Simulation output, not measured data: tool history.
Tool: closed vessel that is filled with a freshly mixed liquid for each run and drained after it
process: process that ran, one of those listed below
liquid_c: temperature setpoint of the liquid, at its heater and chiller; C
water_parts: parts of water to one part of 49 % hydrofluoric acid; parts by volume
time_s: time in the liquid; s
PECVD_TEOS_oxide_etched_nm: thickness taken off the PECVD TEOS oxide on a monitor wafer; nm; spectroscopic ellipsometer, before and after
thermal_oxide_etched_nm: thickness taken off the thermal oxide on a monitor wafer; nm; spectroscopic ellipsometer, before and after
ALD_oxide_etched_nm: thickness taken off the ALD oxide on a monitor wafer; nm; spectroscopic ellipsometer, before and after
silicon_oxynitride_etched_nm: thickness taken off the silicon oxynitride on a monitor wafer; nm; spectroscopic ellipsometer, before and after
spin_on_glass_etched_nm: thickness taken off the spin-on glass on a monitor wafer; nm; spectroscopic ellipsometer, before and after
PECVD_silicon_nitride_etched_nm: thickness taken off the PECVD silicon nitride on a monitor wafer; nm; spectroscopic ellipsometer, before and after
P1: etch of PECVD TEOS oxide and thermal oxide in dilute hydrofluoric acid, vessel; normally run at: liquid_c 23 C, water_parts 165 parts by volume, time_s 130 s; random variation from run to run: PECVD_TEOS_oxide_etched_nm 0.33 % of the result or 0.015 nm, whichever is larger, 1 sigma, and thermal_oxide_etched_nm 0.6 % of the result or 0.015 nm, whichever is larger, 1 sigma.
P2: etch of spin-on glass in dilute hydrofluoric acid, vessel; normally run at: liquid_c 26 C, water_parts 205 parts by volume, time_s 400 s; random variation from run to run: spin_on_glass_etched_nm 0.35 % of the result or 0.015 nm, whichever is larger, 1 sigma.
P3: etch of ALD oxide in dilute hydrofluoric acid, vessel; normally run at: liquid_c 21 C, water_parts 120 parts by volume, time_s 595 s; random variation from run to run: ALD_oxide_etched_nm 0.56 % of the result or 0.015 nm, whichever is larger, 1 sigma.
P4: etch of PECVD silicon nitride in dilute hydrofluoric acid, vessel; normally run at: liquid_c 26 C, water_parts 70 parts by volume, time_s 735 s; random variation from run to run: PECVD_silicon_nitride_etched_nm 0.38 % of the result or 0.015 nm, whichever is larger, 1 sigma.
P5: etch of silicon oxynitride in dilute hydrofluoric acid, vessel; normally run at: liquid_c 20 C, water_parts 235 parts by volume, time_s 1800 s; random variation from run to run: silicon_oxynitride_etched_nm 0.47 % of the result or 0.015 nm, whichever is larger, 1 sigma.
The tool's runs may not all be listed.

run	hour	process	liquid_c	water_parts	time_s	PECVD_TEOS_oxide_etched_nm	thermal_oxide_etched_nm	ALD_oxide_etched_nm	silicon_oxynitride_etched_nm	spin_on_glass_etched_nm	PECVD_silicon_nitride_etched_nm
1	16.4	P1	23	165	130	6.7564	3.4174				
2	30.9	P3	21	120	595			41.768			
3	49.6	P1	17	165	220	9.058	4.5441				
4	61.7	P1	30.5	165	130	8.8757	4.4796				
5	70	P1	18	165	130	5.569	2.8642				
6	86.7	P5	20	235	1800				17.168		
7	99	P1	23	165	130	6.7389	3.4594				
8	109	P2	26	205	115					14.836	
9	125	P3	21	210	595			21.912			
10	140.3	P5	17	235	1800				14.932		
11	151.5	P1	23	165	40	2.0836	1.0658				
12	167.8	P4	26	70	1085						61.735
# hour 179.1: thermometer replaced
13	183.6	P4	26	70	735						41.769
14	197	P5	20	235	30				0.28412		
15	210.5	P1	27	165	235	14.193	7.1976				
16	226.9	P2	26	370	400					23.999	
17	237.3	P4	26	115	735						25.41
18	255.8	P4	26	70	735						41.727
19	264.2	P2	26	205	400					51.625	
20	274.9	P2	18	205	400					38.076	
21	287.8	P1	23	50	130	25.572	12.845				
22	304.4	P5	20	405	1800				8.9016		

The next listed run, before its measurement:
23	321.3	P3	17	120	595			?			

{"run 23": {"ALD_oxide_etched_nm": 35.932}}

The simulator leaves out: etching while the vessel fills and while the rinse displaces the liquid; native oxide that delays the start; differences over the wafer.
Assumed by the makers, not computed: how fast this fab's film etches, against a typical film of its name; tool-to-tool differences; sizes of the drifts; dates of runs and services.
